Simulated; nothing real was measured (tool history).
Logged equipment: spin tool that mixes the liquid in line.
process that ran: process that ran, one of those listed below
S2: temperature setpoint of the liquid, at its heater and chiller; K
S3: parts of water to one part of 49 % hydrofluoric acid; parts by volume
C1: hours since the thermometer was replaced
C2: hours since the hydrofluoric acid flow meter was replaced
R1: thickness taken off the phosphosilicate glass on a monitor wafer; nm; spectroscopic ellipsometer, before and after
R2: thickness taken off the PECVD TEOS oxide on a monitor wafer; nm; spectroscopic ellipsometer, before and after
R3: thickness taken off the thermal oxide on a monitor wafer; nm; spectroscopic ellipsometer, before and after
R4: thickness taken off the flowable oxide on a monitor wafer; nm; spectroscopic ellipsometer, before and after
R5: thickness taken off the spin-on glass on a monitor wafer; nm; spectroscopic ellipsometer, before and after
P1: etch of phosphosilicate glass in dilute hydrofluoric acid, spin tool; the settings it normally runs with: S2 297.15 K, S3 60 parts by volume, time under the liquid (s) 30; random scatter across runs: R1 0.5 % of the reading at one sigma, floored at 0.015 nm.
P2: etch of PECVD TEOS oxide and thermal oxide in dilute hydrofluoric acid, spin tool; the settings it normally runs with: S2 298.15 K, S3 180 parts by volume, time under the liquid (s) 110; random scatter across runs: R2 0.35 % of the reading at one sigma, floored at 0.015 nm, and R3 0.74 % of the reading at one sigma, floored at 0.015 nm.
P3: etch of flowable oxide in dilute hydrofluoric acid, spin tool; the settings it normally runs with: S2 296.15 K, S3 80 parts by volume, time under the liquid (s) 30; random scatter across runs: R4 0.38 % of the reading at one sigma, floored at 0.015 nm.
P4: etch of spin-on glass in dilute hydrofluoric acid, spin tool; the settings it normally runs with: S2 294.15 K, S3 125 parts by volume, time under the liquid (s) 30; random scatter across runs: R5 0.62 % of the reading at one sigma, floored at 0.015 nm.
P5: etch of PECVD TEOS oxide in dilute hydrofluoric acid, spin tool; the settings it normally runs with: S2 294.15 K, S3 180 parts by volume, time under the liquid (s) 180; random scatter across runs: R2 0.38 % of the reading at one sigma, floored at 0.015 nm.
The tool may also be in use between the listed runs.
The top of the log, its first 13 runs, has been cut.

Run 14, hour 87.7: process that ran P5, S2 294.15 K, S3 310 parts by volume, time under the liquid (s) 180; C1 588.5; C2 667.3. Result: R2 5.9164 nm.
Run 15, hour 92.8: process that ran P4, S2 294.15 K, S3 125 parts by volume, time under the liquid (s) 30; C1 593.6; C2 672.4. Result: R5 5.1584 nm.
At hour 98.2: thermometer replaced.
Run 16, hour 98.6: process that ran P1, S2 297.15 K, S3 60 parts by volume, time under the liquid (s) 30; C1 0.5; C2 678.2. Result: R1 83.107 nm.
Run 17, hour 106.5: process that ran P3, S2 296.15 K, S3 80 parts by volume, time under the liquid (s) 15; C1 8.4; C2 686.1. Result: R4 7.9188 nm.
Run 18, hour 110.6: process that ran P3, S2 296.15 K, S3 20 parts by volume, time under the liquid (s) 30; C1 12.5; C2 690.2. Result: R4 68.0310 nm.
Run 19, hour 116.5: process that ran P1, S2 297.15 K, S3 60 parts by volume, time under the liquid (s) 15; C1 18.4; C2 696.1. Result: R1 41.574 nm.
Run 20, hour 123.3: process that ran P1, S2 302.65 K, S3 60 parts by volume, time under the liquid (s) 30; C1 25.2; C2 702.9. Result: R1 103.330 nm.
Run 21, hour 130.9: process that ran P1, S2 297.15 K, S3 60 parts by volume, time under the liquid (s) 50; C1 32.8; C2 710.5. Result: R1 138.280 nm.

Run 22 comes next. What will it give?
Run 22, hour 139.7: process that ran P1, S2 297.15 K, S3 85 parts by volume, time under the liquid (s) 30; C1 41.6; C2 719.3. Result: R1 ?.

R1: 57.004 nm
